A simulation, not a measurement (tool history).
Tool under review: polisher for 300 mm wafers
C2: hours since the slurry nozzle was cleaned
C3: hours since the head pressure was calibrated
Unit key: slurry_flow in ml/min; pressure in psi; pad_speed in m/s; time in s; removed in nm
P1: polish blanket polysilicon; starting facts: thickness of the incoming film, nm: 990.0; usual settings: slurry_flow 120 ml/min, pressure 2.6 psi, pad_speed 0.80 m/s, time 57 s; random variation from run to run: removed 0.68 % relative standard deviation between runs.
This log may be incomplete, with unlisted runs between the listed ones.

{"run": 1, "day": 0.217, "slurry_flow": 120, "pressure": 2.6, "pad_speed": 0.8, "time": 57, "wafers polished on this pad": 301, "C2": 70.8, "C3": 95.0, "removed": 343.82}
{"run": 2, "day": 0.421, "slurry_flow": 120, "pressure": 2.6, "pad_speed": 0.8, "time": 88, "wafers polished on this pad": 351, "C2": 75.7, "C3": 99.9, "removed": 527.49}
{"run": 3, "day": 0.767, "slurry_flow": 120, "pressure": 3.8, "pad_speed": 0.8, "time": 57, "wafers polished on this pad": 436, "C2": 84.0, "C3": 108.2, "removed": 504.89}
{"run": 4, "day": 1.0, "slurry_flow": 70, "pressure": 2.6, "pad_speed": 0.8, "time": 57, "wafers polished on this pad": 493, "C2": 89.6, "C3": 113.8, "removed": 296.3}
{"run": 5, "day": 1.217, "slurry_flow": 120, "pressure": 2.6, "pad_speed": 0.56, "time": 57, "wafers polished on this pad": 546, "C2": 94.8, "C3": 119.0, "removed": 242.39}
{"run": 6, "day": 1.604, "slurry_flow": 120, "pressure": 2.6, "pad_speed": 1.26, "time": 57, "wafers polished on this pad": 642, "C2": 104.1, "C3": 128.3, "removed": 541.3}
{"day": 1.679, "done": "head pressure recalibrated"}
{"run": 7, "day": 1.867, "slurry_flow": 120, "pressure": 2.6, "pad_speed": 0.8, "time": 57, "wafers polished on this pad": 706, "C2": 110.4, "C3": 4.5, "removed": 344.09}
{"run": 8, "day": 2.075, "slurry_flow": 145, "pressure": 2.6, "pad_speed": 0.46, "time": 57, "wafers polished on this pad": 757, "C2": 115.4, "C3": 9.5, "removed": 203.04}
{"run": 9, "day": 2.325, "slurry_flow": 120, "pressure": 2.6, "pad_speed": 0.8, "time": 38, "wafers polished on this pad": 819, "C2": 121.4, "C3": 15.5, "removed": 228.31}
{"run": 10, "day": 2.617, "slurry_flow": 120, "pressure": 2.6, "pad_speed": 0.8, "time": 57, "wafers polished on this pad": 890, "C2": 128.4, "C3": 22.5, "removed": 348.74}
{"run": 11, "day": 2.842, "slurry_flow": 120, "pressure": 1.2, "pad_speed": 0.8, "time": 57, "wafers polished on this pad": 946, "C2": 133.8, "C3": 27.9, "removed": 160.2}

Expected results for the next run?
{"run": 12, "day": 3.242, "slurry_flow": 120, "pressure": 2.6, "pad_speed": 0.8, "time": 57, "wafers polished on this pad": 1044, "C2": 143.4, "C3": 37.5, "removed": "?"}

Run 12 measured removed 345.90 nm.
